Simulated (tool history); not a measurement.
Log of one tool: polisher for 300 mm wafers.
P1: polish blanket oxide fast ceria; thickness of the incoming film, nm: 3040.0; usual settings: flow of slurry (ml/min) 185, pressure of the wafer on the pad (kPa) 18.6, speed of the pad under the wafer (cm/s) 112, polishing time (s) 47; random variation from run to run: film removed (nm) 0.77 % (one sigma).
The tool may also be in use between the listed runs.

run,hour,flow of slurry (ml/min),pressure of the wafer on the pad (kPa),speed of the pad under the wafer (cm/s),polishing time (s),wafers polished on this pad,hours since the slurry nozzle was cleaned,hours since the head pressure was calibrated,film removed (nm)
1,4.5,185,18.6,112,47,255,187.9,345.8,839.09
2,11.3,185,18.6,162,47,346,194.7,352.6,1226.00
3,16.3,185,18.6,112,47,412,199.7,357.6,840.69
4,21.3,115,18.6,112,26,479,204.7,362.6,433.44
5,28.8,185,18.6,112,47,579,212.2,370.1,854.14
6,37.6,185,18.6,112,47,696,221.0,378.9,839.89
7,44.9,185,18.6,60,47,793,228.3,386.2,453.46
8,53.7,185,18.6,112,47,910,237.1,395.0,847.31
9,62.2,185,18.6,112,72,1023,245.6,403.5,1298.50
10,67.9,185,11.0,112,47,1099,251.3,409.2,500.17
11,77.1,110,18.6,112,47,1221,260.5,418.4,764.46
12,83.9,185,18.6,112,47,1311,267.3,425.2,835.08
13,93.4,250,18.6,112,47,1438,276.8,434.7,873.89
14,98.0,185,27.6,112,47,1499,281.4,439.3,1266.10
15,103.4,185,18.6,112,47,1571,286.8,444.7,836.91

Run 16 comes next. What will it give?
16,108.7,185,18.6,112,35,1641,292.1,450.0,?

film removed (nm): 627.59

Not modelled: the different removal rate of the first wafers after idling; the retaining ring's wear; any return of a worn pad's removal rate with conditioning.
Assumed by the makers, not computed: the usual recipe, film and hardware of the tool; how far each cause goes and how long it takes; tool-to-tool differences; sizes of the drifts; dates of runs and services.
